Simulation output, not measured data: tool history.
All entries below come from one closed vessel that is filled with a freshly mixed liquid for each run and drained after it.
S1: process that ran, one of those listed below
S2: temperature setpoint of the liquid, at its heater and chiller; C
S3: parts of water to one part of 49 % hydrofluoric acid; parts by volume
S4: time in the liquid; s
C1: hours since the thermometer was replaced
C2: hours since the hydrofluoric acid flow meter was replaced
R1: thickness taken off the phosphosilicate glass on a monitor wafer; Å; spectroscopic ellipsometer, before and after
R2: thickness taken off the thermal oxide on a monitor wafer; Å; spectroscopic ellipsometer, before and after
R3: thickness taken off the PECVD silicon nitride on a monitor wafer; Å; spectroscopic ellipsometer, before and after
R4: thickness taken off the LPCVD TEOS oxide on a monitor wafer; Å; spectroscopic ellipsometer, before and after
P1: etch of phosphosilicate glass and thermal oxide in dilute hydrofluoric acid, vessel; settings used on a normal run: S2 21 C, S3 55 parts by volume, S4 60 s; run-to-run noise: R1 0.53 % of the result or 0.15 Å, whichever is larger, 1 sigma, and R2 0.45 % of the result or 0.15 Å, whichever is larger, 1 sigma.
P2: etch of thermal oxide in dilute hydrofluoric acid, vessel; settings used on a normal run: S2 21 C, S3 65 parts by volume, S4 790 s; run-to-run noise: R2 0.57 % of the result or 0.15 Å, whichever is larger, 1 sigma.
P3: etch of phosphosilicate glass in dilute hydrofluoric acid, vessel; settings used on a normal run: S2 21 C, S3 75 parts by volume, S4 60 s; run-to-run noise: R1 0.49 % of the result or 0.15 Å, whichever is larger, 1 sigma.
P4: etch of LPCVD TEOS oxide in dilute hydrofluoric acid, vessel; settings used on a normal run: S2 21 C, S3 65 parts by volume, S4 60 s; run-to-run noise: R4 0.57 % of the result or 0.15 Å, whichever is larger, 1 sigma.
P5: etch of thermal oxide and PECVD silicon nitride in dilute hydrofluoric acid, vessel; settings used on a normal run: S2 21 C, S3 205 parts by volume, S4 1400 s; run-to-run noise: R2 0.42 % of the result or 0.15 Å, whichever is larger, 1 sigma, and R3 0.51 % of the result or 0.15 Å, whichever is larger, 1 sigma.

{"run": 1, "hour": 6.8, "S1": "P1", "S2": 21, "S3": 55, "S4": 60, "C1": 1379.9, "C2": 1707.3, "R1": 1022, "R2": 50.181}
{"run": 2, "hour": 14.2, "S1": "P3", "S2": 21, "S3": 75, "S4": 110, "C1": 1387.3, "C2": 1714.7, "R1": 829}
{"run": 3, "hour": 22.5, "S1": "P2", "S2": 21, "S3": 40, "S4": 790, "C1": 1395.6, "C2": 1723, "R2": 874.75}
{"run": 4, "hour": 27.7, "S1": "P5", "S2": 21, "S3": 205, "S4": 185, "C1": 1400.8, "C2": 1728.2, "R2": 32.618, "R3": 31.941}
{"run": 5, "hour": 35.8, "S1": "P4", "S2": 21, "S3": 65, "S4": 30, "C1": 1408.9, "C2": 1736.3, "R4": 178.91}
{"run": 6, "hour": 43.5, "S1": "P1", "S2": 21, "S3": 20, "S4": 85, "C1": 1416.6, "C2": 1744, "R1": 4138.7, "R2": 203.94}
{"run": 7, "hour": 50.7, "S1": "P5", "S2": 21, "S3": 55, "S4": 1400, "C1": 1423.8, "C2": 1751.2, "R2": 1093.5, "R3": 882.96}
{"run": 8, "hour": 59.6, "S1": "P5", "S2": 21, "S3": 205, "S4": 1400, "C1": 1432.7, "C2": 1760.1, "R2": 246.51, "R3": 244.45}
{"run": 9, "hour": 68.4, "S1": "P3", "S2": 27.5, "S3": 75, "S4": 60, "C1": 1441.5, "C2": 1768.9, "R1": 576.73}
{"run": 10, "hour": 76.6, "S1": "P2", "S2": 21, "S3": 65, "S4": 790, "C1": 1449.7, "C2": 1777.1, "R2": 524.13}
{"run": 11, "hour": 85.0, "S1": "P1", "S2": 21, "S3": 35, "S4": 95, "C1": 1458.1, "C2": 1785.5, "R1": 2576.5, "R2": 126.66}
{"run": 12, "hour": 92.2, "S1": "P2", "S2": 21, "S3": 65, "S4": 790, "C1": 1465.3, "C2": 1792.7, "R2": 522.94}
{"run": 13, "hour": 97.1, "S1": "P1", "S2": 29, "S3": 55, "S4": 60, "C1": 1470.2, "C2": 1797.6, "R1": 1414.6, "R2": 69.577}
{"hour": 101.7, "done": "thermometer replaced"}
{"run": 14, "hour": 103.6, "S1": "P1", "S2": 21, "S3": 55, "S4": 115, "C1": 1.9, "C2": 1804.1, "R1": 1938.2, "R2": 95.545}
{"run": 15, "hour": 111.0, "S1": "P4", "S2": 21, "S3": 110, "S4": 60, "C1": 9.3, "C2": 1811.5, "R4": 196.76}
{"run": 16, "hour": 118.6, "S1": "P5", "S2": 21, "S3": 205, "S4": 1400, "C1": 16.9, "C2": 1819.1, "R2": 246.33, "R3": 244.75}
{"run": 17, "hour": 125.0, "S1": "P4", "S2": 17, "S3": 65, "S4": 60, "C1": 23.3, "C2": 1825.5, "R4": 301.54}
{"run": 18, "hour": 132.3, "S1": "P1", "S2": 21, "S3": 55, "S4": 60, "C1": 30.6, "C2": 1832.8, "R1": 1019.9, "R2": 49.857}
{"run": 19, "hour": 141.9, "S1": "P1", "S2": 21, "S3": 25, "S4": 60, "C1": 40.2, "C2": 1842.4, "R1": 2294.4, "R2": 114.27}
{"run": 20, "hour": 152.8, "S1": "P1", "S2": 17, "S3": 55, "S4": 60, "C1": 51.1, "C2": 1853.3, "R1": 859.46, "R2": 42.498}
{"run": 21, "hour": 163.6, "S1": "P4", "S2": 21, "S3": 65, "S4": 60, "C1": 61.9, "C2": 1864.1, "R4": 350.92}
{"run": 22, "hour": 171.2, "S1": "P2", "S2": 21, "S3": 65, "S4": 1580, "C1": 69.5, "C2": 1871.7, "R2": 1050.4}
{"run": 23, "hour": 181.3, "S1": "P3", "S2": 21, "S3": 75, "S4": 60, "C1": 79.6, "C2": 1881.8, "R1": 445.08}
{"run": 24, "hour": 192.0, "S1": "P1", "S2": 21, "S3": 55, "S4": 30, "C1": 90.3, "C2": 1892.5, "R1": 503.22, "R2": 25.186}
{"run": 25, "hour": 202.1, "S1": "P1", "S2": 21, "S3": 55, "S4": 60, "C1": 100.4, "C2": 1902.6, "R1": 1009, "R2": 49.792}
{"run": 26, "hour": 210.6, "S1": "P2", "S2": 17, "S3": 65, "S4": 790, "C1": 108.9, "C2": 1911.1, "R2": 438.41}
{"run": 27, "hour": 216.3, "S1": "P3", "S2": 21, "S3": 75, "S4": 60, "C1": 114.6, "C2": 1916.8, "R1": 445.77}
{"run": 28, "hour": 226.7, "S1": "P1", "S2": 21, "S3": 55, "S4": 60, "C1": 125, "C2": 1927.2, "R1": 1006.7, "R2": 50.376}
{"run": 29, "hour": 237.7, "S1": "P1", "S2": 21, "S3": 95, "S4": 60, "C1": 136, "C2": 1938.2, "R1": 562.48, "R2": 27.418}
{"run": 30, "hour": 243.8, "S1": "P1", "S2": 21, "S3": 55, "S4": 60, "C1": 142.1, "C2": 1944.3, "R1": 1011.6, "R2": 49.98}
{"run": 31, "hour": 253.0, "S1": "P3", "S2": 21, "S3": 130, "S4": 60, "C1": 151.3, "C2": 1953.5, "R1": 241.51}
{"run": 32, "hour": 258.2, "S1": "P5", "S2": 28.5, "S3": 205, "S4": 1400, "C1": 156.5, "C2": 1958.7, "R2": 325.53, "R3": 391.46}
{"run": 33, "hour": 266.2, "S1": "P1", "S2": 21, "S3": 55, "S4": 60, "C1": 164.5, "C2": 1966.7, "R1": 1018.6, "R2": 50.451}
{"run": 34, "hour": 275.6, "S1": "P1", "S2": 21, "S3": 55, "S4": 60, "C1": 173.9, "C2": 1976.1, "R1": 1056, "R2": 52.317}
{"run": 35, "hour": 284.2, "S1": "P1", "S2": 21, "S3": 55, "S4": 60, "C1": 182.5, "C2": 1984.7, "R1": 1077.6, "R2": 53.327}
{"run": 36, "hour": 290.6, "S1": "P1", "S2": 21, "S3": 55, "S4": 60, "C1": 188.9, "C2": 1991.1, "R1": 1091.9, "R2": 53.183}
{"run": 37, "hour": 299.9, "S1": "P1", "S2": 21, "S3": 55, "S4": 60, "C1": 198.2, "C2": 2000.4, "R1": 1100.3, "R2": 53.275}
{"run": 38, "hour": 310.7, "S1": "P1", "S2": 21, "S3": 55, "S4": 60, "C1": 209, "C2": 2011.2, "R1": 1092.4, "R2": 53.585}
{"run": 39, "hour": 316.2, "S1": "P1", "S2": 21, "S3": 55, "S4": 60, "C1": 214.5, "C2": 2016.7, "R1": 1087.3, "R2": 54.73}
{"run": 40, "hour": 322.1, "S1": "P1", "S2": 21, "S3": 55, "S4": 60, "C1": 220.4, "C2": 2022.6, "R1": 1102.5, "R2": 54.339}

The log shows P1 creeping away from where it was. Any of the 2 causes listed here, at the size stated for it, fits the log just as well as the others:
A: liquid hotter than its thermometer reads (K) = 1.95
B: hydrofluoric acid flow above the setpoint (%) = 7.92
The process output started creeping at around hour 266.2.

Consider the 4 single-wafer check runs listed below, results given as question marks: which one distinguishes between the causes by giving clearly different results for each?
{"run": "check 1", "hour": 328.0, "S1": "P2", "S2": 17, "S3": 65, "S4": 1520, "R2": "?"}
{"run": "check 2", "hour": 328.0, "S1": "P5", "S2": 28.5, "S3": 205, "S4": 350, "R2": "?", "R3": "?"}
{"run": "check 3", "hour": 328.0, "S1": "P4", "S2": 21, "S3": 105, "S4": 35, "R4": "?"}
{"run": "check 4", "hour": 328.0, "S1": "P3", "S2": 21, "S3": 120, "S4": 100, "R1": "?"}

Expected result of each check under each candidate cause:
check=check_1 result=R2 if_A=926.53 if_B=924.79
check=check_2 result=R2 if_A=86.917 if_B=89.258
check=check_2 result=R3 if_A=109.46 if_B=105.18
check=check_3 result=R4 if_A=132.17 if_B=133.05
check=check_4 result=R1 if_A=478.63 if_B=482.71
Per check, the gap between the least separated pair of causes, taken in the result that splits them most: check 1 0.19 %; check 2 3.98 %; check 3 0.67 %; check 4 0.85 %
Check 2 distinguishes between the causes, while the remaining checks would return nearly the same result for all of them.

After running check 2, the following was obtained: R2 87.194 Å; R3 109.14 Å. Which cause does this point to?

It is A: liquid hotter than its thermometer reads (K).
